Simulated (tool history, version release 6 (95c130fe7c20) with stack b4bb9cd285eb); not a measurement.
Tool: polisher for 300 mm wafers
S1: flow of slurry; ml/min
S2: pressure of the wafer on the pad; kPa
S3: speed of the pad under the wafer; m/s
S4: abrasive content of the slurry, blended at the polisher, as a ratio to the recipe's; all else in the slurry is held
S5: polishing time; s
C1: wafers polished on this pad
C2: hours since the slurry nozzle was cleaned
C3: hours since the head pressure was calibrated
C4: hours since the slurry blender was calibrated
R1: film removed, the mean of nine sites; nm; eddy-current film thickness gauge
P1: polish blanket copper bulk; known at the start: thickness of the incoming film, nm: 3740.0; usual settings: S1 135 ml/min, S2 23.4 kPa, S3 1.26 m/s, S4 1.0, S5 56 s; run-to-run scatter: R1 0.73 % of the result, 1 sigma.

run    day   S1    S2    S3   S4  S5    C1     C2     C3     C4       R1
  1  0.188  135  23.4  1.26  1.0  56   220  130.3  367.2  164.5   819.69
  2  0.429  135  17.2  1.26  1.0  56   261  136.1  373.0  170.3   606.07
  3  0.617  135  23.4  1.26  1.0  82   293  140.6  377.5  174.8  1218.00
  4  0.829   80  23.4  1.26  1.0  56   329  145.7  382.6  179.9   728.28
  5  1.221  135  23.4  1.26  1.0  56   395  155.1  392.0  189.3   812.96
  6  1.625  135  23.4  1.26  1.5  56   463  164.8  401.7  199.0   902.03
  7  1.908  135  23.4  1.26  1.0  56   511  171.6  408.5  205.8   809.29
  8  2.279  135  23.4  1.26  1.0  56   573  180.5  417.4  214.7   824.28
  9  2.671  135  23.4  2.00  1.0  56   639  189.9  426.8  224.1  1304.00
 10  2.908  135  29.0  1.26  1.0  80   679  195.6  432.5  229.8  1446.60
 11  3.204  135  23.4  1.26  0.6  56   729  202.7  439.6  236.9   741.92
 12  3.529  135  33.1  1.26  1.0  32   784  210.5  447.4  244.7   670.76
 13  3.762  200  23.4  1.26  1.0  56   824  216.1  453.0  250.3   877.54
 14  4.088  135  23.4  1.26  1.0  34   878  223.9  460.8  258.1   503.40
 15  4.288  135  23.4  0.58  1.0  56   912  228.7  465.6  262.9   377.36
 16  4.525   85  23.4  0.76  1.0  56   952  234.4  471.3  268.6   444.38
 17  4.900  135  36.5  1.26  1.0  56  1016  243.4  480.3  277.6  1286.30
 18  5.146  135  23.4  1.26  1.0  56  1057  249.3  486.2  283.5   817.18
 19  5.375  135  23.4  1.26  1.0  56  1096  254.8  491.7  289.0   791.10
 20  5.783  135  23.4  1.26  1.0  56  1165  264.6  501.5  298.8   752.25

The next listed run, before its measurement:
     6.029  -- head pressure recalibrated
     6.125  -- slurry blender recalibrated
 21  6.138  135  23.4  1.26  1.0  56  1224  273.1  2.7  0.4   ?

Run 21 gave R1 740.98 nm.
